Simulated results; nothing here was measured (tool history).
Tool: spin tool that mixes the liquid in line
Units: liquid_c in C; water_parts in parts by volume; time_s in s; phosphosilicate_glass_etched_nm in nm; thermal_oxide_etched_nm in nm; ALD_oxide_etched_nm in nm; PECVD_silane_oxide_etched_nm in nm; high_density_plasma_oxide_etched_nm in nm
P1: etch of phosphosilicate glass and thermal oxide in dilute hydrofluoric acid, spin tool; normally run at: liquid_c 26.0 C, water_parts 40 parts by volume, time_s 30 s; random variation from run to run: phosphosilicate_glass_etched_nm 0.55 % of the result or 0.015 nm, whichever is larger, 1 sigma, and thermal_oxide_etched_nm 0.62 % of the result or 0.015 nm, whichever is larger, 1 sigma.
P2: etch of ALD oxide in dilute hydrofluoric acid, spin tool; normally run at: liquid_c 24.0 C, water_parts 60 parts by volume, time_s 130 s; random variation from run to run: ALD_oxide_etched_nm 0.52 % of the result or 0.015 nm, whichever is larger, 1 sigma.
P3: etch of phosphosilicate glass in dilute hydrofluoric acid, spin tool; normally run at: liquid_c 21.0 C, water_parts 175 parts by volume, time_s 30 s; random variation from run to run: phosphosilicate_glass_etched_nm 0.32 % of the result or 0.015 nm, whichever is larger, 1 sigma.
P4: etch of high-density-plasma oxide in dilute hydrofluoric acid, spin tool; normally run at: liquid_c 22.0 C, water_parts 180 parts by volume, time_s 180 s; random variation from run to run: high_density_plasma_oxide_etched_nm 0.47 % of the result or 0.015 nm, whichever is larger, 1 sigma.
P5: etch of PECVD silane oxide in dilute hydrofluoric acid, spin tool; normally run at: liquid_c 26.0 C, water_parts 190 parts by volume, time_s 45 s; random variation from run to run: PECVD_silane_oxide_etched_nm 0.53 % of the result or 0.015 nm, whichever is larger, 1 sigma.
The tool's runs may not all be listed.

run,hour,process,liquid_c,water_parts,time_s,hours since the thermometer was replaced,hours since the hydrofluoric acid flow meter was replaced,phosphosilicate_glass_etched_nm,thermal_oxide_etched_nm,ALD_oxide_etched_nm,PECVD_silane_oxide_etched_nm,high_density_plasma_oxide_etched_nm
1,12.8,P1,26.0,40,30,1407.8,445.0,102.110,3.9874,,,
2,22.8,P2,24.0,60,130,1417.8,455.0,,,34.8050,,
3,35.0,P5,26.0,190,45,1430.0,467.2,,,,8.1131,
4,42.9,P3,21.0,175,30,1437.9,475.1,20.391,,,,
5,57.0,P2,24.0,60,35,1452.0,489.2,,,9.3918,,
6,65.2,P1,31.0,40,30,1460.2,497.4,123.030,4.9557,,,
7,78.4,P1,26.0,25,30,1473.4,510.6,165.710,6.5961,,,
8,88.9,P1,19.0,40,50,1483.9,521.1,127.300,5.0196,,,
9,100.2,P3,21.0,35,30,1495.2,532.4,120.520,,,,
10,113.8,P4,22.0,180,180,1508.8,546.0,,,,,4.2133
11,120.9,P1,26.0,40,30,1515.9,553.1,102.750,4.0029,,,
12,131.0,P3,21.0,175,65,1526.0,563.2,44.547,,,,
13,138.5,P4,22.0,325,180,1533.5,570.7,,,,,2.0606
14,150.5,P5,20.0,190,45,1545.5,582.7,,,,6.4852,
15,163.6,P2,24.0,100,130,1558.6,595.8,,,19.9690,,
16,170.6,P5,26.0,190,45,1565.6,602.8,,,,7.9933,
17,185.5,P4,22.0,180,340,1580.5,617.7,,,,,8.0488
18,194.5,P1,26.0,40,30,1589.5,626.7,101.810,4.0077,,,
19,210.4,P1,26.0,55,30,1605.4,642.6,71.910,2.9032,,,
# hour 214.7: thermometer replaced
20,226.1,P1,26.0,40,30,11.5,658.3,102.340,4.0188,,,
21,236.0,P3,26.5,175,30,21.4,668.2,25.330,,,,

Forecast run 22:
22,246.8,P3,21.0,175,30,32.2,679.0,?,,,,

{"run 22": {"phosphosilicate_glass_etched_nm": 20.47}}
